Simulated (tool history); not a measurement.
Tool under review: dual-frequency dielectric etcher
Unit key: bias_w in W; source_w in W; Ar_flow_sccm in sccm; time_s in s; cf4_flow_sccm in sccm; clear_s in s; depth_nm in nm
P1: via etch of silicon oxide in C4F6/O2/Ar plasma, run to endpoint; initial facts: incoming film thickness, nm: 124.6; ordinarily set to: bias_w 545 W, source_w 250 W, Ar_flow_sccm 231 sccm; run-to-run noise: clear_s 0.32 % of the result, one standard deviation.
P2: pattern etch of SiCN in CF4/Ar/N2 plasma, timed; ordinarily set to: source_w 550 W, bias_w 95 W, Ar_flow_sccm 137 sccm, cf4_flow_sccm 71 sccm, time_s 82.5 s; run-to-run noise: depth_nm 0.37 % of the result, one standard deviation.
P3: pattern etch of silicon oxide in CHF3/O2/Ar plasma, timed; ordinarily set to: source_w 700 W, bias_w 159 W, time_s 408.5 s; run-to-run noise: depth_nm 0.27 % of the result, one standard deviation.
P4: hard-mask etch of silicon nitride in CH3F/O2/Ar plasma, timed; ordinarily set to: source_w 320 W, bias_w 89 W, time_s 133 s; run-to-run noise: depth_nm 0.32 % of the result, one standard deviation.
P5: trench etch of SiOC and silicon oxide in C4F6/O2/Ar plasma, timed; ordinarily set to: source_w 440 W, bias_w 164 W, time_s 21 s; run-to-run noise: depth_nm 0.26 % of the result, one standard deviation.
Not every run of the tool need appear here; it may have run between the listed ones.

| run | hour | process | bias_w | source_w | Ar_flow_sccm | time_s | cf4_flow_sccm | hours since the last wet clean | hours since the last bias power generator calibration | hours since the last source power generator calibration | hours since the last Ar flow controller change | clear_s | depth_nm |
|---|---|---|---|---|---|---|---|---|---|---|---|---|---|
| 1 | 7.8 | P1 | 545 | 250 | 231 |  |  | 345.6 | 1857 | 1255.8 | 718.2 | 30.634 |  |
| 2 | 14.8 | P5 | 164 | 440 |  | 21 |  | 352.6 | 1864 | 1262.8 | 725.2 |  | 42.614 |
| 3 | 23.4 | P5 | 164 | 440 |  | 31 |  | 361.2 | 1872.6 | 1271.4 | 733.8 |  | 62.892 |
| 4 | 33.6 | P3 | 159 | 700 |  | 408.5 |  | 371.4 | 1882.8 | 1281.6 | 744 |  | 819.29 |
| 5 | 38.7 | P4 | 89 | 320 |  | 181 |  | 376.5 | 1887.9 | 1286.7 | 749.1 |  | 121.69 |
| 6 | 46.9 | P3 | 191 | 700 |  | 408.5 |  | 384.7 | 1896.1 | 1294.9 | 757.3 |  | 870.44 |
| 7 | 53.1 | P5 | 164 | 440 |  | 21 |  | 390.9 | 1902.3 | 1301.1 | 763.5 |  | 42.53 |
| 8 | 62.9 | P3 | 159 | 700 |  | 408.5 |  | 400.7 | 1912.1 | 1310.9 | 773.3 |  | 819.14 |
| 9 | 71.7 | P1 | 545 | 250 | 231 |  |  | 409.5 | 1920.9 | 1319.7 | 782.1 | 30.733 |  |
| 10 | 82.6 | P4 | 59 | 320 |  | 133 |  | 420.4 | 1931.8 | 1330.6 | 793 |  | 77.113 |
| 11 | 92.5 | P1 | 545 | 320 | 231 |  |  | 430.3 | 1941.7 | 1340.5 | 802.9 | 28.127 |  |
| 12 | 100.1 | P1 | 545 | 170 | 231 |  |  | 437.9 | 1949.3 | 1348.1 | 810.5 | 35.249 |  |
| 13 | 106.6 | P2 | 95 | 550 | 80 | 82.5 | 71 | 444.4 | 1955.8 | 1354.6 | 817 |  | 91.953 |
| 14 | 114.7 | P1 | 545 | 250 | 146 |  |  | 452.5 | 1963.9 | 1362.7 | 825.1 | 29.161 |  |
| 15 | 123.6 | P1 | 545 | 180 | 157 |  |  | 461.4 | 1972.8 | 1371.6 | 834 | 33.087 |  |
| 16 | 129.7 | P1 | 545 | 250 | 231 |  |  | 467.5 | 1978.9 | 1377.7 | 840.1 | 30.704 |  |
| 17 | 137.9 | P1 | 545 | 250 | 231 |  |  | 475.7 | 1987.1 | 1385.9 | 848.3 | 30.679 |  |
| 18 | 143.1 | P4 | 89 | 200 |  | 133 |  | 480.9 | 1992.3 | 1391.1 | 853.5 |  | 74.965 |
| 19 | 151.4 | P1 | 545 | 170 | 299 |  |  | 489.2 | 2000.6 | 1399.4 | 861.8 | 36.439 |  |
| 20 | 157.5 | P1 | 381 | 250 | 231 |  |  | 495.3 | 2006.7 | 1405.5 | 867.9 | 35.296 |  |
| 21 | 167.6 | P1 | 643 | 250 | 231 |  |  | 505.4 | 2016.8 | 1415.6 | 878 | 28.841 |  |
| 22 | 178.4 | P2 | 95 | 340 | 137 | 82.5 | 71 | 516.2 | 2027.6 | 1426.4 | 888.8 |  | 56.053 |
| 23 | 189.2 | P4 | 89 | 320 |  | 133 |  | 527 | 2038.4 | 1437.2 | 899.6 |  | 89.086 |
| 24 | 199.3 | P1 | 545 | 250 | 231 |  |  | 537.1 | 2048.5 | 1447.3 | 909.7 | 30.738 |  |
| 25 | 208.3 | P1 | 545 | 250 | 285 |  |  | 546.1 | 2057.5 | 1456.3 | 918.7 | 31.609 |  |
| 26 | 213.5 | P2 | 95 | 550 | 137 | 82.5 | 56 | 551.3 | 2062.7 | 1461.5 | 923.9 |  | 82.725 |
| 27 | 222.7 | P3 | 159 | 700 |  | 601.5 |  | 560.5 | 2071.9 | 1470.7 | 933.1 |  | 1206.4 |
| 28 | 227.7 | P2 | 95 | 550 | 137 | 104 | 71 | 565.5 | 2076.9 | 1475.7 | 938.1 |  | 108.25 |
| 29 | 238.7 | P5 | 115 | 440 |  | 21 |  | 576.5 | 2087.9 | 1486.7 | 949.1 |  | 38.47 |
| 30 | 248.5 | P1 | 545 | 250 | 231 |  |  | 586.3 | 2097.7 | 1496.5 | 958.9 | 30.721 |  |
| 31 | 256.7 | P5 | 164 | 620 |  | 21 |  | 594.5 | 2105.9 | 1504.7 | 967.1 |  | 48.766 |
| 32 | 267.6 | P2 | 68 | 550 | 137 | 82.5 | 71 | 605.4 | 2116.8 | 1515.6 | 978 |  | 75.648 |
| 33 | 277.4 | P3 | 159 | 420 |  | 408.5 |  | 615.2 | 2126.6 | 1525.4 | 987.8 |  | 671.64 |
| 34 | 282.5 | P2 | 95 | 550 | 137 | 82.5 | 71 | 620.3 | 2131.7 | 1530.5 | 992.9 |  | 85.289 |
| 35 | 288.3 | P1 | 545 | 250 | 231 |  |  | 626.1 | 2137.5 | 1536.3 | 998.7 | 30.766 |  |
| 36 | 296.2 | P1 | 545 | 250 | 231 |  |  | 634 | 2145.4 | 1544.2 | 1006.6 | 30.513 |  |
| 37 | 305.1 | P1 | 545 | 250 | 231 |  |  | 642.9 | 2154.3 | 1553.1 | 1015.5 | 30.378 |  |
| 38 | 310.3 | P1 | 545 | 250 | 231 |  |  | 648.1 | 2159.5 | 1558.3 | 1020.7 | 30.247 |  |
|  | 313.7 | Ar flow controller replaced |
| 39 | 316 | P1 | 545 | 250 | 231 |  |  | 653.8 | 2165.2 | 1564 | 2.4 | 30.344 |  |
|  | 318.8 | wet clean of the chamber |
| 40 | 327.4 | P1 | 545 | 250 | 231 |  |  | 8.7 | 2176.6 | 1575.4 | 13.8 | 30.296 |  |
| 41 | 335.9 | P1 | 545 | 250 | 231 |  |  | 17.2 | 2185.1 | 1583.9 | 22.3 | 30.365 |  |

The next listed run, before its measurement:
| 42 | 344.9 | P1 | 545 | 250 | 231 |  |  | 26.2 | 2194.1 | 1592.9 | 31.3 | ? |  |

{"run 42": {"clear_s": 30.19}}
